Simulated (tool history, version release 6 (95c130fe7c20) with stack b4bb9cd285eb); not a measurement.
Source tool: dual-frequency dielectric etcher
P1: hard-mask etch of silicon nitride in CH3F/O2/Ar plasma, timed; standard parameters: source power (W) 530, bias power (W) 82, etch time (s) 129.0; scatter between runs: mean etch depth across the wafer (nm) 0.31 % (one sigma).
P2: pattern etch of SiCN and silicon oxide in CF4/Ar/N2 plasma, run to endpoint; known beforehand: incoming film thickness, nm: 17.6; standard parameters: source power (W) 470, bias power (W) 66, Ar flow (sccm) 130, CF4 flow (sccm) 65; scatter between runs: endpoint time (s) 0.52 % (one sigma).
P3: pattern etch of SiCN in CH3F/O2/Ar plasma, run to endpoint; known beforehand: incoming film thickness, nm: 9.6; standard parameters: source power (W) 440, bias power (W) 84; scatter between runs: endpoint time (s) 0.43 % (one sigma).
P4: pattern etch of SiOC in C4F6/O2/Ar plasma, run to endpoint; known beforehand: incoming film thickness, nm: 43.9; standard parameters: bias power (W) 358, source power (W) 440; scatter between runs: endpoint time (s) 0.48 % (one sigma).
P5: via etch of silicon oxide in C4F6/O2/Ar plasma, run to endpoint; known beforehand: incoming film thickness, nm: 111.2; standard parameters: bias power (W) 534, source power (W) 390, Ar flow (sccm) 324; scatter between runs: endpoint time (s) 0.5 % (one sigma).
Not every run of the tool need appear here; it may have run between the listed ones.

| run | hour | process that ran | source power (W) | bias power (W) | etch time (s) | Ar flow (sccm) | CF4 flow (sccm) | hours since the last wet clean | hours since the last source power generator calibration | hours since the last bias power generator calibration | mean etch depth across the wafer (nm) | endpoint time (s) |
|---|---|---|---|---|---|---|---|---|---|---|---|---|
| 1 | 13.9 | P1 | 530 | 82 | 129.0 |  |  | 74.4 | 1262.5 | 3169.3 | 105.060 |  |
| 2 | 24.7 | P4 | 610 | 358 |  |  |  | 85.2 | 1273.3 | 3180.1 |  | 14.588 |
| 3 | 35.9 | P2 | 470 | 66 |  | 130 | 65 | 96.4 | 1284.5 | 3191.3 |  | 21.432 |
| 4 | 50.1 | P1 | 530 | 82 | 129.0 |  |  | 110.6 | 1298.7 | 3205.5 | 105.140 |  |
| 5 | 62.4 | P1 | 440 | 82 | 162.0 |  |  | 122.9 | 1311.0 | 3217.8 | 123.070 |  |
| 6 | 74.1 | P2 | 470 | 66 |  | 83 | 65 | 134.6 | 1322.7 | 3229.5 |  | 20.088 |
| 7 | 86.6 | P5 | 260 | 534 |  | 324 |  | 147.1 | 1335.2 | 3242.0 |  | 29.026 |
| 8 | 97.2 | P4 | 440 | 358 |  |  |  | 157.7 | 1345.8 | 3252.6 |  | 16.173 |
| 9 | 104.8 | P5 | 390 | 534 |  | 324 |  | 165.3 | 1353.4 | 3260.2 |  | 24.971 |
| 10 | 114.0 | P3 | 440 | 84 |  |  |  | 174.5 | 1362.6 | 3269.4 |  | 22.842 |
|  | 115.7 | bias power generator calibrated |
| 11 | 124.1 | P1 | 530 | 82 | 129.0 |  |  | 184.6 | 1372.7 | 8.4 | 105.150 |  |
| 12 | 137.7 | P1 | 650 | 57 | 129.0 |  |  | 198.2 | 1386.3 | 22.0 | 100.950 |  |
| 13 | 150.2 | P1 | 530 | 82 | 88.0 |  |  | 210.7 | 1398.8 | 34.5 | 71.730 |  |
| 14 | 159.8 | P2 | 470 | 66 |  | 130 | 78 | 220.3 | 1408.4 | 44.1 |  | 20.833 |
| 15 | 167.3 | P1 | 530 | 82 | 129.0 |  |  | 227.8 | 1415.9 | 51.6 | 104.910 |  |
| 16 | 179.7 | P1 | 530 | 108 | 129.0 |  |  | 240.2 | 1428.3 | 64.0 | 116.110 |  |
| 17 | 191.7 | P1 | 530 | 82 | 162.5 |  |  | 252.2 | 1440.3 | 76.0 | 132.170 |  |
| 18 | 201.8 | P3 | 440 | 118 |  |  |  | 262.3 | 1450.4 | 86.1 |  | 19.925 |
| 19 | 211.5 | P1 | 530 | 67 | 129.0 |  |  | 272.0 | 1460.1 | 95.8 | 98.402 |  |
| 20 | 225.8 | P2 | 470 | 48 |  | 130 | 65 | 286.3 | 1474.4 | 110.1 |  | 23.762 |
| 21 | 234.9 | P1 | 400 | 82 | 129.0 |  |  | 295.4 | 1483.5 | 119.2 | 94.403 |  |
| 22 | 247.6 | P1 | 530 | 113 | 179.0 |  |  | 308.1 | 1496.2 | 131.9 | 162.840 |  |
| 23 | 257.5 | P5 | 390 | 534 |  | 438 |  | 318.0 | 1506.1 | 141.8 |  | 25.855 |
| 24 | 265.6 | P4 | 440 | 260 |  |  |  | 326.1 | 1514.2 | 149.9 |  | 18.226 |
| 25 | 281.1 | P1 | 650 | 82 | 129.0 |  |  | 341.6 | 1529.7 | 165.4 | 113.310 |  |
| 26 | 294.1 | P1 | 530 | 82 | 129.0 |  |  | 354.6 | 1542.7 | 178.4 | 105.510 |  |
| 27 | 301.5 | P3 | 360 | 84 |  |  |  | 362.0 | 1550.1 | 185.8 |  | 24.377 |
| 28 | 317.0 | P2 | 630 | 66 |  | 130 | 65 | 377.5 | 1565.6 | 201.3 |  | 16.517 |
| 29 | 328.4 | P1 | 530 | 82 | 129.0 |  |  | 388.9 | 1577.0 | 212.7 | 105.080 |  |
| 30 | 336.3 | P5 | 390 | 698 |  | 324 |  | 396.8 | 1584.9 | 220.6 |  | 22.492 |
| 31 | 343.9 | P3 | 440 | 84 |  |  |  | 404.4 | 1592.5 | 228.2 |  | 22.723 |
| 32 | 351.3 | P5 | 390 | 534 |  | 324 |  | 411.8 | 1599.9 | 235.6 |  | 24.915 |
| 33 | 365.5 | P1 | 530 | 82 | 129.0 |  |  | 426.0 | 1614.1 | 249.8 | 105.290 |  |
| 34 | 376.3 | P1 | 530 | 82 | 129.0 |  |  | 436.8 | 1624.9 | 260.6 | 104.380 |  |
| 35 | 390.4 | P1 | 530 | 82 | 129.0 |  |  | 450.9 | 1639.0 | 274.7 | 103.900 |  |
| 36 | 402.7 | P1 | 530 | 82 | 129.0 |  |  | 463.2 | 1651.3 | 287.0 | 103.530 |  |
| 37 | 417.5 | P1 | 530 | 82 | 129.0 |  |  | 478.0 | 1666.1 | 301.8 | 103.670 |  |
| 38 | 426.1 | P1 | 530 | 82 | 129.0 |  |  | 486.6 | 1674.7 | 310.4 | 103.590 |  |
| 39 | 439.2 | P1 | 530 | 82 | 129.0 |  |  | 499.7 | 1687.8 | 323.5 | 103.460 |  |
|  | 454.0 | wet clean of the chamber |
| 40 | 454.8 | P1 | 530 | 82 | 129.0 |  |  | 0.8 | 1703.4 | 339.1 | 103.350 |  |
| 41 | 469.7 | P1 | 530 | 82 | 129.0 |  |  | 15.7 | 1718.3 | 354.0 | 102.910 |  |
| 42 | 482.7 | P1 | 530 | 82 | 129.0 |  |  | 28.7 | 1731.3 | 367.0 | 103.710 |  |
| 43 | 489.7 | P1 | 530 | 82 | 129.0 |  |  | 35.7 | 1738.3 | 374.0 | 103.750 |  |
| 44 | 497.0 | P1 | 530 | 82 | 129.0 |  |  | 43.0 | 1745.6 | 381.3 | 103.090 |  |

P1 no longer gives what it gave before; its output has crept away from where it was. The following 2 causes, each at its listed size, fit the log equally well:
A: source power that arrives under what is set, % = 3.99
B: bias power that arrives under what is set, % = 4.37
At approximately hour 365.5, the process output began to creep.
The rest of the possible causes, and what rules out each one:
chamber walls in a state that lowers the etch rate, %: its service at hour 454.0 followed the start of the drift and did not put the process back to its old value

The list below offers 4 check runs, each averaging the results of 3 wafers, and shows each result as a question mark. For which of them would the listed causes give clearly different results?
| check 1 | 504.3 | P2 | 470 | 66 |  | 100 | 75 |  |  |  |  | ? |
| check 2 | 504.3 | P3 | 440 | 118 |  |  |  |  |  |  |  | ? |
| check 3 | 504.3 | P5 | 390 | 637 |  | 428 |  |  |  |  |  | ? |
| check 4 | 504.3 | P4 | 540 | 267 |  |  |  |  |  |  |  | ? |

Expected result of each check under each candidate cause:
| check | result | if A | if B |
|---|---|---|---|
| check 1 | endpoint time (s) | 20.922 | 20.475 |
| check 2 | endpoint time (s) | 20.299 | 20.345 |
| check 3 | endpoint time (s) | 24.439 | 24.497 |
| check 4 | endpoint time (s) | 16.981 | 16.965 |
Distance between the nearest two causes, measured in the result of the check that separates them most: check 1 2.16 %; check 2 0.23 %; check 3 0.24 %; check 4 0.09 %
Check 1 is the one run that separates the causes; every other check would come out nearly the same whichever cause is at work.

Check 1 was carried out, with these results: endpoint time (s) 20.386. Which of the listed causes is responsible?

The cause is B: bias power that arrives under what is set, %.
